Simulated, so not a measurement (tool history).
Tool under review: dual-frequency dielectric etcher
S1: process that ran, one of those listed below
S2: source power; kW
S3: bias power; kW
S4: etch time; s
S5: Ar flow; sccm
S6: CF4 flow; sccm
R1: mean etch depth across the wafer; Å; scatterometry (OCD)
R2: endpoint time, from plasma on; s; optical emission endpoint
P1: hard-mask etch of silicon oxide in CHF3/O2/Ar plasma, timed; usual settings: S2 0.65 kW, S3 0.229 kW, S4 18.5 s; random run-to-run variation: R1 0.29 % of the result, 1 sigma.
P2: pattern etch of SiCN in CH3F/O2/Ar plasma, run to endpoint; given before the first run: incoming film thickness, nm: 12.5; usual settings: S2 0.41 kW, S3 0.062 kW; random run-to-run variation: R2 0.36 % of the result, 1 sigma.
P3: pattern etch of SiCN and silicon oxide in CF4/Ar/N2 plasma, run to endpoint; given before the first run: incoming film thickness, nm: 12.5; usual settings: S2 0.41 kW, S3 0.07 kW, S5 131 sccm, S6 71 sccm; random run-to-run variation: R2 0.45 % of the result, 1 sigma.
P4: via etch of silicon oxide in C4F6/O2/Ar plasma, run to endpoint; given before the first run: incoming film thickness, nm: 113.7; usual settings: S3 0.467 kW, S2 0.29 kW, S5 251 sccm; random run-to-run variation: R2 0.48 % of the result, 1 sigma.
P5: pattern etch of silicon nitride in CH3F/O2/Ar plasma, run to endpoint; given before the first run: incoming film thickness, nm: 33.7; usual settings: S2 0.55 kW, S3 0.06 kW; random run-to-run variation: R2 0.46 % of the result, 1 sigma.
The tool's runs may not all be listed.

run   hour  S1    S2     S3    S4   S5  S6      R1      R2
  1    5.4  P1  0.65  0.229  18.5            404.4
  2   12.5  P1  0.65  0.229    13            284.1
  3   21.1  P5  0.55  0.045                         51.086
  4   28.6  P1  0.65  0.229  18.5           404.24
  5   36.9  P3  0.41   0.07        131  71          16.557
  6     46  P2  0.49  0.062                         32.392
  7   53.8  P4  0.29  0.467        251              28.698
  8   62.3  P1  0.81  0.163  18.5           394.09
  9   71.5  P3  0.41   0.07        131  71          16.659
 10   78.4  P3  0.25   0.07        131  71          25.757
 11   84.9  P2  0.41  0.049                         37.489
 12   89.5  P3  0.41   0.07         99  71          15.892
 13   95.8  P3  0.41   0.07        131  52          17.647
 14  105.7  P4  0.29   0.33        251              32.703
 15  112.8  P5  0.55   0.06                         46.963
 16    118  P1  0.65  0.187  18.5           377.92
 17  128.1  P1  0.65  0.229  18.5           404.73
 18  133.6  P5  0.55   0.06                         47.331
 19  141.4  P1  0.65  0.229  18.5           404.38
 20  149.1  P1  0.65  0.271  18.5           428.13

The next listed run, before its measurement:
 21  156.3  P1  0.65  0.229  27.5           ?

R1: 603.99 Å
